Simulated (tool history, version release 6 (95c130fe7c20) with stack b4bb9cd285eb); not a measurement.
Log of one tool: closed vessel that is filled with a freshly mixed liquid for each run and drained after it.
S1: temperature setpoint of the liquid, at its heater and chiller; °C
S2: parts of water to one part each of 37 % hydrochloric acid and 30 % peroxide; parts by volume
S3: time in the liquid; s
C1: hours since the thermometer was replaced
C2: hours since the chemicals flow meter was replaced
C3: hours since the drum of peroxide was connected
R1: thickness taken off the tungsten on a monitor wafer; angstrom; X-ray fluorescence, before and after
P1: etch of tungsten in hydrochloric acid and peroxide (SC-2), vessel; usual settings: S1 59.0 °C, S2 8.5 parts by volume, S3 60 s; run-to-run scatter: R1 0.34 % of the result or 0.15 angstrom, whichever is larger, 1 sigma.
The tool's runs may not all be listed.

run   hour    S1    S2   S3     C1     C2     C3       R1
  1   14.7  59.0   8.5   60  639.9  494.6  193.6  313.230
  2   22.1  50.5   8.5   30  647.3  502.0  201.0   89.757
  3   33.9  59.0   8.5   60  659.1  513.8  212.8  312.060
  4   44.5  59.0   8.5  110  669.7  524.4  223.4  577.800
  5   51.9  43.0   8.5   60  677.1  531.8  230.8  108.960
  6   65.6  59.0   8.5   60  690.8  545.5  244.5  312.280
  7   73.0  59.0  13.0   60  698.2  552.9  251.9  219.780
  8   83.9  59.0   4.0  105  709.1  563.8  262.8  963.310
  9   96.2  59.0   8.5   60  721.4  576.1  275.1  313.460
     106.1  -- thermometer replaced
 10  111.0  59.0   4.0   60    5.0  590.9  289.9  548.460
 11  126.1  59.0   8.5   30   20.1  606.0  305.0  156.970
 12  134.8  59.0   8.5   60   28.8  614.7  313.7  313.260
 13  147.6  72.0   8.5   60   41.6  627.5  326.5  689.570
 14  163.8  59.0   8.5   60   57.8  643.7  342.7  315.400
 15  176.8  59.0  12.0   95   70.8  656.7  355.7  370.430
 16  186.0  59.0   8.5   60   80.0  665.9  364.9  313.690
 17  195.1  59.0   8.5   60   89.1  675.0  374.0  299.810
 18  208.4  59.0   8.5   60  102.4  688.3  387.3  289.080
 19  218.2  59.0   8.5   60  112.2  698.1  397.1  286.970
 20  225.7  59.0   8.5   60  119.7  705.6  404.6  286.190
     227.1  -- new drum of peroxide connected
 21  237.0  59.0   8.5   60  131.0  716.9   10.0  284.620
 22  250.3  59.0   8.5   60  144.3  730.2   23.3  283.990

What P1 gives has crept away from where it was. These 2 causes fit the log equally well, each at the size given:
A: liquid colder than its thermometer reads (K) = 1.6
B: chemicals flow below the setpoint (%) = 11.6
The creep began at about hour 186.0.
Why every other cause is out:
peroxide weaker than its label (%): serviced at hour 227.1, which brought nothing back

4 check runs are offered, one wafer each, their results left as question marks. Which one tells the causes apart?
check 1  263.6  47.0   4.0  60               ?
check 2  263.6  59.0  12.0  30               ?
check 3  263.6  72.0   8.5  60               ?
check 4  263.6  66.0   8.5  95               ?

What each check would give under each cause:
  check  result     if A     if B
check 1      R1  224.520  230.290
check 2      R1  106.380  105.840
check 3      R1  629.500  625.120
check 4      R1  695.200  692.700
How far apart the two closest causes lie, in the result that separates them most: check 1 2.54 %; check 2 0.51 %; check 3 0.7 %; check 4 0.36 %
Check 1 tells the causes apart: in the others they would give nearly the same result.

Then check 1 was run and gave: R1 229.310 angstrom. Which cause is it?

It is B: chemicals flow below the setpoint (%).
